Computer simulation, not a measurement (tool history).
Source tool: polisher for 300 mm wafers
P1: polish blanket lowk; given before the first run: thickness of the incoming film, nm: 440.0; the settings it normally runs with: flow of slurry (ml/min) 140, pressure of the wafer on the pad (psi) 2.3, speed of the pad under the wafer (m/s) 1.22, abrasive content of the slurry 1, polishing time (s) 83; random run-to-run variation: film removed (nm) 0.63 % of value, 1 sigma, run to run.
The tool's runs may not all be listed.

run   hour  flow of slurry (ml/min)  pressure of the wafer on the pad (psi)  speed of the pad under the wafer (m/s)  abrasive content of the slurry  polishing time (s)  wafers polished on this pad  hours since the slurry nozzle was cleaned  hours since the head pressure was calibrated  hours since the slurry blender was calibrated  hours since the conditioning disc was replaced  film removed (nm)
  1    4.9                      140                                     2.3                                    1.22                               1                  83                          581                                      246.4                                         563.9                                          137.9                                           124.9             43.158
  2    9.7                      140                                     3.4                                    1.22                               1                  83                          622                                      251.2                                         568.7                                          142.7                                           129.7             63.063
  3   13.7                      140                                     2.3                                    1.22                               1                  83                          656                                      255.2                                         572.7                                          146.7                                           133.7             42.791
  4   21.2                      140                                     2.3                                    1.22                               1                 117                          720                                      262.7                                         580.2                                          154.2                                           141.2             60.142
  5   25.3                      140                                     2.3                                    1.22                               1                  83                          755                                      266.8                                         584.3                                          158.3                                           145.3             42.772
  6   30.5                      140                                     2.3                                    1.22                             1.5                  83                          800                                        272                                         589.5                                          163.5                                           150.5             50.281
  7   36.6                      140                                     2.3                                    1.22                            1.35                 121                          852                                      278.1                                         595.6                                          169.6                                           156.6              70.34
  8   40.3                      140                                     2.3                                    1.22                             0.5                  83                          883                                      281.8                                         599.3                                          173.3                                           160.3             29.458
  9   47.3                      140                                     2.3                                    1.22                               1                  83                          943                                      288.8                                         606.3                                          180.3                                           167.3              42.33
 10   52.5                      140                                     2.3                                    1.22                               1                  83                          988                                        294                                         611.5                                          185.5                                           172.5             42.973
 11   57.6                      215                                     2.3                                    1.22                               1                  83                         1031                                      299.1                                         616.6                                          190.6                                           177.6             46.005
 12   62.4                      140                                     2.3                                    1.22                               1                  59                         1072                                      303.9                                         621.4                                          195.4                                           182.4             30.331
      68.2  -- worn pad replaced by a new one
 13   68.9                      140                                     2.3                                    1.22                               1                  83                            6                                      310.4                                         627.9                                          201.9                                           188.9             42.847
 14   73.3                      140                                     2.3                                    1.76                               1                 103                           43                                      314.8                                         632.3                                          206.3                                           193.3             70.889
 15   79.9                      140                                     2.3                                     1.6                               1                  83                          100                                      321.4                                         638.9                                          212.9                                           199.9             53.043
 16     85                      140                                     1.5                                    1.22                               1                  83                          143                                      326.5                                           644                                            218                                             205             27.794
 17     89                      140                                     2.3                                    1.22                            1.35                 126                          178                                      330.5                                           648                                            222                                             209             73.355
 18   93.4                       85                                     2.3                                    1.22                               1                  83                          215                                      334.9                                         652.4                                          226.4                                           213.4             38.061
 19   96.8                      140                                     2.3                                    0.72                               1                  83                          244                                      338.3                                         655.8                                          229.8                                           216.8             28.035
 20  100.3                      140                                     2.3                                    1.22                               1                  83                          274                                      341.8                                         659.3                                          233.3                                           220.3             42.824
 21  108.1                      140                                     2.3                                    1.22                               1                  83                          341                                      349.6                                         667.1                                          241.1                                           228.1              40.95
 22  113.7                      140                                     2.3                                    1.22                               1                  83                          389                                      355.2                                         672.7                                          246.7                                           233.7              39.82
 23  119.8                      140                                     2.3                                    1.22                               1                  83                          441                                      361.3                                         678.8                                          252.8                                           239.8             39.495
 24  124.9                      140                                     2.3                                    1.22                               1                  83                          484                                      366.4                                         683.9                                          257.9                                           244.9             38.854
 25  130.7                      140                                     2.3                                    1.22                               1                  83                          534                                      372.2                                         689.7                                          263.7                                           250.7              38.53

Run 26, settings as shown, results not yet in. Your forecast:
     135.7  -- conditioning disc replaced and pad reconditioned
 26  137.4                      140                                     2.3                                    1.22                               1                  83                          591                                      378.9                                         696.4                                          270.4                                             1.8                  ?

film removed (nm): 37.822

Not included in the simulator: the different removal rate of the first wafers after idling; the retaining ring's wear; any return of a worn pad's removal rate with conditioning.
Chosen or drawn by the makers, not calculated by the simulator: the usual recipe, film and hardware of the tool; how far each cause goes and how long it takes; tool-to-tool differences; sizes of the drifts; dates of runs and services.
